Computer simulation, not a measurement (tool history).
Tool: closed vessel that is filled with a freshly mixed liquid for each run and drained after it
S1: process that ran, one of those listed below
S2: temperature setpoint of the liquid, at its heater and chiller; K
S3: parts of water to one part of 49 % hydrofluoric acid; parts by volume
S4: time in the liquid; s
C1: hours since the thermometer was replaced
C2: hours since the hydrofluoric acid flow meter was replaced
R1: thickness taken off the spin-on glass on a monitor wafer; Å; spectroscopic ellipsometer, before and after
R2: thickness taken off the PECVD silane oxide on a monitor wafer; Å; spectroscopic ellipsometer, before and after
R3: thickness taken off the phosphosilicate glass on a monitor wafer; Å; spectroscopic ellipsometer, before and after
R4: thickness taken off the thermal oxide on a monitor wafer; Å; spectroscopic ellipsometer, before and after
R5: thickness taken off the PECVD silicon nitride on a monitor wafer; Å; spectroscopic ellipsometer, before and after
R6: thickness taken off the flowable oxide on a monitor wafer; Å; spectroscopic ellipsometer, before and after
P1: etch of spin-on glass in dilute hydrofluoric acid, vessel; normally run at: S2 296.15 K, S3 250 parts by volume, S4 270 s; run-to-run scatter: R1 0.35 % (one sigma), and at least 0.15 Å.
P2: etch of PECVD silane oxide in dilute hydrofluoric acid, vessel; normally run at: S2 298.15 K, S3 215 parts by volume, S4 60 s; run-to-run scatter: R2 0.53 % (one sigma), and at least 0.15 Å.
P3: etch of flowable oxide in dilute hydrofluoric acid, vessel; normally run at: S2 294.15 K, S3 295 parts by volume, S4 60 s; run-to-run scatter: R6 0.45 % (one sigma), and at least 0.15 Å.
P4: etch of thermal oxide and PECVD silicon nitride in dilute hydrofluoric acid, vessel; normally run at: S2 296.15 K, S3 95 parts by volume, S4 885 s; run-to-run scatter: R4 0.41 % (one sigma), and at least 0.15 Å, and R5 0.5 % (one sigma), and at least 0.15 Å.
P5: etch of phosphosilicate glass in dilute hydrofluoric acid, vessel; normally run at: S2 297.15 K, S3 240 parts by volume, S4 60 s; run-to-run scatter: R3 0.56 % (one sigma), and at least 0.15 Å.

run   hour  S1      S2   S3   S4      C1     C2      R1      R2      R3      R4      R5      R6
  1   14.6  P1  296.15  250  270   604.6  407.2  467.96
  2   28.8  P2  298.15  215   30   618.8  421.4          58.722
  3   35.3  P5  297.15  240   60   625.3  427.9                  268.51
  4   44.2  P4  296.15   95   90   634.2  436.8                          44.888  35.697
  5   55.7  P1  296.15  160  165   645.7  448.3  488.28
  6   66.5  P3  297.65  295   60   656.5  459.1                                          110.05
  7   80.8  P4  296.15   95  885   670.8  473.4                           447.5  355.37
  8   91.3  P3  294.15  295   30   681.3  483.9                                          48.793
  9  100.2  P3  294.15  295   60   690.2  492.8                                           98.15
 10    107  P3  294.15  120   60     697  499.6                                          287.81
 11  119.3  P2  298.15  345   60   709.3  511.9          63.896
 12  133.8  P5  297.15  145   60   723.8  526.4                  497.67
 13  147.5  P1  296.15   50  270   737.5  540.1  2964.1
 14  155.9  P1  301.15  250  270   745.9  548.5  558.95
 15  168.7  P4  296.15   25  885   758.7  561.3                          1845.8  1290.8
 16  181.5  P5  297.15  240   60   771.5  574.1                  269.83
 17  195.5  P4  291.65   95  885   785.5  588.1                          370.58  263.13
 18  202.2  P1  296.15  250  270   792.2  594.8  470.51
 19  212.6  P2  298.15  215   60   802.6  605.2          116.88
 20  219.7  P1  296.15  350  270   809.7  612.3  304.35
 21  234.4  P5  291.15  240   60   824.4    627                  215.36
 22  241.8  P1  296.15  250  270   831.8  634.4  470.83
 23  256.1  P2  294.15  215   60   846.1  648.7          100.01
 24    267  P1  296.15  250  270     857  659.6  469.02
 25  274.2  P1  290.15  250  270   864.2  666.8  373.84
     280.7  -- hydrofluoric acid flow meter replaced
 26  285.8  P5  297.15  240  110   875.8    5.2                  489.17
 27  295.8  P1  296.15  250   80   885.8   15.2  139.13
 28  305.4  P1  296.15  250  495   895.4   24.8  861.35
 29  313.3  P1  296.15   95  145   903.3   32.7  786.93
 30    327  P2  298.15  215   60     917   46.4          117.71
 31  338.3  P1  296.15  250  270   928.3   57.7  468.32
 32  352.7  P1  296.15  250  270   942.7   72.1  457.82
 33  365.1  P1  296.15  250  270   955.1   84.5  454.32
 34  372.4  P1  296.15  250  270   962.4   91.8  446.88
 35  382.3  P1  296.15  250  270   972.3  101.7  444.29
 36    389  P1  296.15  250  270     979  108.4  444.88
 37  400.8  P1  296.15  250  270   990.8  120.2   439.1
 38  409.8  P1  296.15  250  270   999.8  129.2  440.78
 39  419.3  P1  296.15  250  270  1009.3  138.7  441.49
 40  426.4  P1  296.15  250  270  1016.4  145.8  442.21
 41  437.3  P1  296.15  250  270  1027.3  156.7  441.41
 42  448.9  P1  296.15  250  270  1038.9  168.3  437.86

What P1 gives has crept away from where it was. These 2 causes fit the log equally well, each at the size given:
A: liquid colder than its thermometer reads (K) = 1.79
B: hydrofluoric acid flow below the setpoint (%) = 5.08
The creep began at about hour 338.3.

4 check runs are offered, one wafer each, their results left as question marks. Which one tells the causes apart?
check 1  460.5  P5  297.15  240   60                   ?
check 2  460.5  P3  294.15  295   60                               ?
check 3  460.5  P2  298.15  215   60               ?
check 4  460.5  P4  296.15   95  885                       ?   ?

What each check would give under each cause:
  check  result    if A    if B
check 1      R3  251.95  251.92
check 2      R6   91.89  91.792
check 3      R2  109.84  109.94
check 4      R4  413.31  419.22
check 4      R5  313.05  335.34
How far apart the two closest causes lie, in the result that separates them most: check 1 0.01 %; check 2 0.11 %; check 3 0.09 %; check 4 6.88 %
Only check 4 tells the causes apart: in the others they would give nearly the same result.

Check 4 was then run and gave: R4 415.46 Å; R5 312.33 Å. Which cause is it?

It is A: liquid colder than its thermometer reads (K).
